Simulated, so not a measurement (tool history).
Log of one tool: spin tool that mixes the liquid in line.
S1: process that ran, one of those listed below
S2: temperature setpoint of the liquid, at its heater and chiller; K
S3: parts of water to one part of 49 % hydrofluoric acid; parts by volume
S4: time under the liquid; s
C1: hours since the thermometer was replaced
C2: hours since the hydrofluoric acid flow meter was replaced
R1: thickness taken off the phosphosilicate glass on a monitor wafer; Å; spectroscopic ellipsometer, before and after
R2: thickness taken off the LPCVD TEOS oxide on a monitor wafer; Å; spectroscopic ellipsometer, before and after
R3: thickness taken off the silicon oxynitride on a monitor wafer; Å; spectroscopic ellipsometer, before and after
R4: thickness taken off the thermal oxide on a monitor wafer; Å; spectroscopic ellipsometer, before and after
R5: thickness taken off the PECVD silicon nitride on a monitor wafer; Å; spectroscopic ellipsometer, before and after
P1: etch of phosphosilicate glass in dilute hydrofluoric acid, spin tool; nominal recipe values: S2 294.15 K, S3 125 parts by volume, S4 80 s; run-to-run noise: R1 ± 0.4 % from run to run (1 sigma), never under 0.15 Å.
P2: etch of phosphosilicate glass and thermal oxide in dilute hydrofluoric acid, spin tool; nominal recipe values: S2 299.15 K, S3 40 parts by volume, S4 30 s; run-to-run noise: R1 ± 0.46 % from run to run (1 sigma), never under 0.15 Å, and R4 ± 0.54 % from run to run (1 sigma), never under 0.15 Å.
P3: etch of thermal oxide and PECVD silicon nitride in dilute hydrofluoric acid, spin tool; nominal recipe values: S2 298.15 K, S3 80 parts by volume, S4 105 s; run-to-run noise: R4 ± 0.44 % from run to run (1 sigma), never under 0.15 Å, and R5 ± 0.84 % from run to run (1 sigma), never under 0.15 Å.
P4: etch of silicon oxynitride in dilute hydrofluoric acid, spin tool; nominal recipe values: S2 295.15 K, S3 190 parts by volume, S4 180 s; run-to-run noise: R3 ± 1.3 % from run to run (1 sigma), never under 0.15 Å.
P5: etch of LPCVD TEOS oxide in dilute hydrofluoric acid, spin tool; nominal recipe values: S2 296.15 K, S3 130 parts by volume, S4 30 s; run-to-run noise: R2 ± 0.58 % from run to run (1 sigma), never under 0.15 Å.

run,hour,S1,S2,S3,S4,C1,C2,R1,R2,R3,R4,R5
1,11.7,P1,294.15,125,80,403.6,267.0,533.06,,,,
2,24.9,P5,296.15,130,30,416.8,280.2,,60.993,,,
3,36.4,P1,294.15,125,130,428.3,291.7,866.24,,,,
4,44.6,P4,295.15,190,180,436.5,299.9,,,19.983,,
5,57.1,P1,294.15,125,40,449.0,312.4,268.06,,,,
6,68.5,P1,300.15,125,80,460.4,323.8,675.03,,,,
7,83.6,P1,290.15,165,80,475.5,338.9,332.59,,,,
8,95.3,P1,294.15,220,80,487.2,350.6,275.58,,,,
9,107.2,P1,294.15,125,80,499.1,362.5,538.43,,,,
10,119.4,P3,298.15,80,105,511.3,374.7,,,,65.440,32.298
11,130.6,P4,295.15,190,95,522.5,385.9,,,10.715,,
12,145.5,P3,298.15,125,105,537.4,400.8,,,,39.961,20.406
13,152.9,P2,294.15,40,30,544.8,408.2,1075.40,,,33.999,
14,167.5,P3,292.15,80,105,559.4,422.8,,,,51.375,21.631
15,176.5,P3,298.15,80,200,568.4,431.8,,,,125.850,61.400
16,191.4,P2,299.15,40,30,583.3,446.7,1323.70,,,41.855,
17,206.8,P2,299.15,40,55,598.7,462.1,2420.90,,,75.933,
18,215.1,P1,294.15,205,150,607.0,470.4,560.31,,,,

Estimate the outcome of run 19 from the log above:
19,225.6,P1,290.15,125,135,617.5,480.9,?,,,,

Run 19 came out at R1 762.96 Å.

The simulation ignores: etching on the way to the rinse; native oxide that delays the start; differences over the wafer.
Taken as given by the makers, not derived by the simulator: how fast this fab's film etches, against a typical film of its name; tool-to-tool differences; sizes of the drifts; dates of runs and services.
